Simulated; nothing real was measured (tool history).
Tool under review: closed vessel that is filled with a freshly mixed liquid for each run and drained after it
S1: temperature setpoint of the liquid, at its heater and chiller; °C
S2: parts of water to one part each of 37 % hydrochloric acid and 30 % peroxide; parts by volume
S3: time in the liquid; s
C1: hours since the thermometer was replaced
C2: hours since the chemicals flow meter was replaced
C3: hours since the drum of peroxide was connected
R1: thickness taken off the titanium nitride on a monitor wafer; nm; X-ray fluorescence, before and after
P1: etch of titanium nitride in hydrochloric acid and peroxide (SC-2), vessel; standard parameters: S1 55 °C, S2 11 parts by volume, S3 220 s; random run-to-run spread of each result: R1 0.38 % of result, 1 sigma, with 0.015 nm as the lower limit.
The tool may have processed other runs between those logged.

run     day    S1    S2   S3      C1      C2     C3      R1
  1   0.508    55    11  220  2086.6  1046.1  274.5  13.315
  2   0.875    55    11  220  2095.4  1054.9  283.3  13.179
  3   1.296    70    11  220  2105.5    1065  293.4  33.298
  4   1.725    55    11   90  2115.8  1075.3  303.7  5.3868
      2.175  -- new drum of peroxide connected
  5   2.304    44    11  405  2129.7  1089.2    3.1  11.648
  6   2.621    66     4  220  2137.3  1096.8   10.7   57.22
  7   3.067    55    11  220    2148  1107.5   21.4   13.27
  8   3.633    55  19.5  220  2161.6  1121.1     35  8.0004
  9   3.925  39.5    11  220  2168.6  1128.1     42  4.5893
 10   4.488    55    11  410  2182.1  1141.6   55.5  24.541
 11   4.833    55     4  220  2190.4  1149.9   63.8  28.743
 12   5.308    55    11  220  2201.8  1161.3   75.2  13.268
 13   5.646    55    11  220  2209.9  1169.4   83.3  13.262
 14   6.075    55    11  220  2220.2  1179.7   93.6  13.642
 15   6.575    55    11  220  2232.2  1191.7  105.6  13.963
 16     6.9    55    11  220    2240  1199.5  113.4  13.994
 17   7.521    55    11  220  2254.9  1214.4  128.3  14.314
 18    7.95    55    11  220  2265.2  1224.7  138.6  14.255
 19   8.458    55    11  220  2277.4  1236.9  150.8  14.342
 20   8.738    55    11  220  2284.1  1243.6  157.5  14.403
 21   9.092    55    11  220  2292.6  1252.1    166   14.39
 22   9.596    55    11  220  2304.7  1264.2  178.1  14.434
 23  10.088    55    11  220  2316.5    1276  189.9  14.477

P1 has crept away from where it was. The log is fitted equally well by each of these 2 causes, at the sizes shown:
A: liquid hotter than its thermometer reads (K) = 1.35
B: chemicals flow above the setpoint (%) = 10.9
The process output started creeping at around day 5.646.
All other causes, with the reason each is excluded:
peroxide weaker than its label (%): capped at 8; at that size R1 would change by -7.4 %, too little to explain the creep or opposite to it

4 check runs are offered, each on 2 wafers whose results are averaged, their results left as question marks. Which one tells the causes apart?
check 1  10.579  68.5  11  395               ?
check 2  10.579    55  15  385               ?
check 3  10.579    45  11  375               ?
check 4  10.579  47.5   4  220               ?

Outcome of each check run for each possible cause:
  check  result    if A    if B
check 1      R1  59.561  59.956
check 2      R1  19.325  19.398
check 3      R1  12.705  12.633
check 4      R1  19.126  18.686
Smallest distance between any two causes, each pair judged by its most separating result, in per cent: check 1 0.66 %; check 2 0.38 %; check 3 0.57 %; check 4 2.33 %
Check 4 distinguishes between the causes, while the remaining checks would return nearly the same result for all of them.

After running check 4, the following was obtained: R1 19.169 nm. Which cause does this point to?

The correct cause is A, namely: liquid hotter than its thermometer reads (K).

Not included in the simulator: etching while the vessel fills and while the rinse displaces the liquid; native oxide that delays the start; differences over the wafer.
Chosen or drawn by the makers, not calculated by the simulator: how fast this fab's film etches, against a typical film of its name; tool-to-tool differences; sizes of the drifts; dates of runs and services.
